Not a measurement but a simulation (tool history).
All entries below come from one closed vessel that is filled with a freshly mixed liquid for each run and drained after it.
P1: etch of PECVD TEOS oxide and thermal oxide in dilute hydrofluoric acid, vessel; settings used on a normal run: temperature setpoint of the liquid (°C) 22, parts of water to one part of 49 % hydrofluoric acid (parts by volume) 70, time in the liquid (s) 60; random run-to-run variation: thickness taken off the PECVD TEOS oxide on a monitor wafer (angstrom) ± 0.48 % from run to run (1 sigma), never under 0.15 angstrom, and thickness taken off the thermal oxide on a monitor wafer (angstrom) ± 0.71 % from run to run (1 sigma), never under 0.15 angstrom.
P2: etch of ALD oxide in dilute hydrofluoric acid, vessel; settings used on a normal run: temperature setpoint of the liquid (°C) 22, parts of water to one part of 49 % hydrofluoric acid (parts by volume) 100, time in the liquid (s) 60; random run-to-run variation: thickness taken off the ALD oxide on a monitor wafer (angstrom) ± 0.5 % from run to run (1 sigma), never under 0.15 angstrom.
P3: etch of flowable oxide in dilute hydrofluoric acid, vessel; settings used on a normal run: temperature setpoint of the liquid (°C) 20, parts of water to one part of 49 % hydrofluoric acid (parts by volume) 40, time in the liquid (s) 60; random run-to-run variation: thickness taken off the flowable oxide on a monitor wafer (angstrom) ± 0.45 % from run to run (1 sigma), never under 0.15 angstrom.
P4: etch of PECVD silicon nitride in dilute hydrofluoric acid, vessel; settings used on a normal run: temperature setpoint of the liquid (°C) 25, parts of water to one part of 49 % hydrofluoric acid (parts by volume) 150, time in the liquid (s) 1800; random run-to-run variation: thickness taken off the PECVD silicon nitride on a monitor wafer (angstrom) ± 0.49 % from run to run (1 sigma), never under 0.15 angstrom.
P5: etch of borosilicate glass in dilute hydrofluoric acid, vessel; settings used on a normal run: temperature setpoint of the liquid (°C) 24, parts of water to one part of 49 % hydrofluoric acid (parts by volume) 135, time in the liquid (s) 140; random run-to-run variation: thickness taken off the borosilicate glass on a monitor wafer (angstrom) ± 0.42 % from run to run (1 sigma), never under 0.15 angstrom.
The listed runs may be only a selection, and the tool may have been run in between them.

run,hour,process that ran,temperature setpoint of the liquid (°C),parts of water to one part of 49 % hydrofluoric acid (parts by volume),time in the liquid (s),thickness taken off the PECVD TEOS oxide on a monitor wafer (angstrom),thickness taken off the thermal oxide on a monitor wafer (angstrom),thickness taken off the flowable oxide on a monitor wafer (angstrom),thickness taken off the borosilicate glass on a monitor wafer (angstrom),thickness taken off the PECVD silicon nitride on a monitor wafer (angstrom),thickness taken off the ALD oxide on a monitor wafer (angstrom)
1,12.8,P1,22,70,60,197.89,38.108,,,,
2,28.5,P3,27,40,60,,,454.46,,,
3,39.5,P3,20,40,60,,,339.92,,,
4,58,P1,22,70,60,199.1,38.244,,,,
5,69.7,P1,22,70,60,197.9,38.36,,,,
6,87,P3,20,60,60,,,221.87,,,
7,99,P5,24,60,140,,,,759.2,,
8,111.1,P3,20,40,60,,,337.95,,,
9,130,P1,17,70,60,160.14,31.223,,,,
10,146.9,P5,24,135,140,,,,307.86,,
11,158.4,P4,25,65,1800,,,,,497.61,
12,166.8,P1,22,70,60,198.8,38.705,,,,
13,179.1,P1,22,100,30,66.387,13.059,,,,
14,188.5,P2,22,100,90,,,,,,253.5
15,201,P2,22,165,60,,,,,,93.637
16,211.6,P1,22,70,60,196.86,37.968,,,,
17,222.7,P2,22,100,60,,,,,,167.39
18,238.9,P1,22,70,90,298.18,56.634,,,,
19,250,P1,22,20,60,741.53,142.3,,,,
20,266,P3,20,40,30,,,169.49,,,
21,276.1,P1,22,70,30,99.73,19.338,,,,
22,289.5,P2,17,100,60,,,,,,136.47
23,308.5,P4,33,150,1800,,,,,358.65,
24,320.4,P1,22,125,60,103.76,19.889,,,,
25,329.3,P1,22,70,60,197.62,38.362,,,,
26,341.9,P5,17,135,140,,,,233.28,,
27,355.9,P1,26.5,70,60,239.18,46.462,,,,
28,368.5,P4,25,150,2665,,,,,323.73,
29,382.9,P5,24,135,270,,,,598.71,,
30,392.8,P4,25,150,1800,,,,,216.83,
31,401,P1,22,70,60,195.83,37.863,,,,
32,410,P1,22,70,60,193.61,37.491,,,,
33,418.5,P1,22,70,60,190.89,36.777,,,,
34,435.6,P1,22,70,60,187.36,36.554,,,,
35,449,P1,22,70,60,185.59,36.006,,,,
36,464.9,P1,22,70,60,183.77,35.738,,,,
37,481.5,P1,22,70,60,183.33,35.369,,,,
38,490.1,P1,22,70,60,183.45,35.473,,,,
39,507.5,P1,22,70,60,182.7,35.117,,,,
40,518.2,P1,22,70,60,182.99,34.847,,,,

What P1 gives has crept off from where it sat before. The 2 causes that follow fit the log equally well, each at the size noted:
A: liquid colder than its thermometer reads (K) = 1.94
B: hydrofluoric acid flow below the setpoint (%) = 7.11
The drift started at roughly hour 401.

Consider the 4 single-wafer check runs listed below, results given as question marks: which one distinguishes between the causes by giving clearly different results for each?
check 1,528.9,P2,22,100,60,,,,,,?
check 2,528.9,P4,25,150,1800,,,,,?,
check 3,528.9,P3,20,40,60,,,?,,,
check 4,528.9,P5,24,135,140,,,,?,,

If the cause were each of the candidates in turn, the checks would give the following:
check,result,if A,if B
check 1,thickness taken off the ALD oxide on a monitor wafer (angstrom),154.61,154.04
check 2,thickness taken off the PECVD silicon nitride on a monitor wafer (angstrom),193.17,203.45
check 3,thickness taken off the flowable oxide on a monitor wafer (angstrom),312.53,314.47
check 4,thickness taken off the borosilicate glass on a monitor wafer (angstrom),286.33,283.47
Distance between the nearest two causes, measured in the result of the check that separates them most: check 1 0.37 %; check 2 5.18 %; check 3 0.62 %; check 4 1 %
Only check 2 tells the causes apart: in the others they would give nearly the same result.

Here is what check 2 returned: thickness taken off the PECVD silicon nitride on a monitor wafer (angstrom) 202.83. Which cause is it?

It is B: hydrofluoric acid flow below the setpoint (%).
